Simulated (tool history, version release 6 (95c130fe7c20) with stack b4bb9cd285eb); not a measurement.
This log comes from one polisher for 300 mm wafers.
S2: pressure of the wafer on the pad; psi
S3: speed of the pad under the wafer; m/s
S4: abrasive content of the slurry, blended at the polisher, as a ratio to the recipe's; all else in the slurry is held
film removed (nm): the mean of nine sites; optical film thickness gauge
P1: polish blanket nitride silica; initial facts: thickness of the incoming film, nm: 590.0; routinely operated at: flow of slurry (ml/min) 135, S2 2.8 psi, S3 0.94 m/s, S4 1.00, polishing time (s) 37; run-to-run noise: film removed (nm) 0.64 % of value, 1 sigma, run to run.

Run 1, hour 8.2: flow of slurry (ml/min) 135, S2 2.8 psi, S3 0.94 m/s, S4 1.00, polishing time (s) 37. Result: film removed (nm) 14.1580.
Run 2, hour 15.4: flow of slurry (ml/min) 135, S2 2.8 psi, S3 0.94 m/s, S4 1.00, polishing time (s) 18. Result: film removed (nm) 6.8753.
Run 3, hour 21.7: flow of slurry (ml/min) 135, S2 2.8 psi, S3 0.94 m/s, S4 1.45, polishing time (s) 37. Result: film removed (nm) 16.5880.
Run 4, hour 32.1: flow of slurry (ml/min) 135, S2 2.8 psi, S3 1.40 m/s, S4 1.00, polishing time (s) 37. Result: film removed (nm) 19.6450.
Run 5, hour 39.7: flow of slurry (ml/min) 80, S2 2.8 psi, S3 0.94 m/s, S4 1.00, polishing time (s) 37. Result: film removed (nm) 12.5590.
Run 6, hour 47.2: flow of slurry (ml/min) 135, S2 2.8 psi, S3 0.94 m/s, S4 1.00, polishing time (s) 55. Result: film removed (nm) 21.0460.
Run 7, hour 55.6: flow of slurry (ml/min) 135, S2 2.8 psi, S3 0.94 m/s, S4 1.40, polishing time (s) 54. Result: film removed (nm) 23.9120.
Run 8, hour 63.9: flow of slurry (ml/min) 205, S2 2.8 psi, S3 0.94 m/s, S4 1.00, polishing time (s) 37. Result: film removed (nm) 15.2610.
Run 9, hour 73.7: flow of slurry (ml/min) 135, S2 2.8 psi, S3 0.42 m/s, S4 1.00, polishing time (s) 37. Result: film removed (nm) 7.4312.
Run 10, hour 82.8: flow of slurry (ml/min) 135, S2 2.8 psi, S3 0.94 m/s, S4 1.00, polishing time (s) 37. Result: film removed (nm) 14.2600.
Run 11, hour 90.3: flow of slurry (ml/min) 135, S2 2.8 psi, S3 0.94 m/s, S4 1.00, polishing time (s) 37. Result: film removed (nm) 14.2190.
Run 12, hour 99.5: flow of slurry (ml/min) 135, S2 2.8 psi, S3 0.94 m/s, S4 1.00, polishing time (s) 37. Result: film removed (nm) 14.2240.
Run 13, hour 108.3: flow of slurry (ml/min) 135, S2 4.2 psi, S3 0.94 m/s, S4 1.00, polishing time (s) 37. Result: film removed (nm) 21.2090.
At hour 114.3: head pressure recalibrated.
Run 14, hour 117.7: flow of slurry (ml/min) 135, S2 2.8 psi, S3 0.94 m/s, S4 0.55, polishing time (s) 37. Result: film removed (nm) 10.3480.
Run 15, hour 128.4: flow of slurry (ml/min) 135, S2 1.3 psi, S3 0.94 m/s, S4 1.00, polishing time (s) 37. Result: film removed (nm) 6.6115.
Run 16, hour 136.8: flow of slurry (ml/min) 135, S2 2.8 psi, S3 0.94 m/s, S4 1.00, polishing time (s) 37. Result: film removed (nm) 14.2590.
Run 17, hour 145.5: flow of slurry (ml/min) 135, S2 2.8 psi, S3 0.94 m/s, S4 1.00, polishing time (s) 37. Result: film removed (nm) 14.2470.
Run 18, hour 152.4: flow of slurry (ml/min) 135, S2 2.8 psi, S3 0.94 m/s, S4 1.00, polishing time (s) 37. Result: film removed (nm) 13.8210.
Run 19, hour 159.2: flow of slurry (ml/min) 135, S2 2.8 psi, S3 0.94 m/s, S4 1.00, polishing time (s) 37. Result: film removed (nm) 13.5480.
Run 20, hour 169.2: flow of slurry (ml/min) 135, S2 2.8 psi, S3 0.94 m/s, S4 1.00, polishing time (s) 37. Result: film removed (nm) 13.2330.
At hour 171.1: slurry nozzle cleaned.
Run 21, hour 174.4: flow of slurry (ml/min) 135, S2 2.8 psi, S3 0.94 m/s, S4 1.00, polishing time (s) 37. Result: film removed (nm) 13.3580.
Run 22, hour 179.5: flow of slurry (ml/min) 135, S2 2.8 psi, S3 0.94 m/s, S4 1.00, polishing time (s) 37. Result: film removed (nm) 13.2370.

Run 23, settings as shown, results not yet in. Your forecast:
Run 23, hour 185.2: flow of slurry (ml/min) 135, S2 2.8 psi, S3 0.94 m/s, S4 1.00, polishing time (s) 37. Result: film removed (nm) ?.

film removed (nm): 13.0690

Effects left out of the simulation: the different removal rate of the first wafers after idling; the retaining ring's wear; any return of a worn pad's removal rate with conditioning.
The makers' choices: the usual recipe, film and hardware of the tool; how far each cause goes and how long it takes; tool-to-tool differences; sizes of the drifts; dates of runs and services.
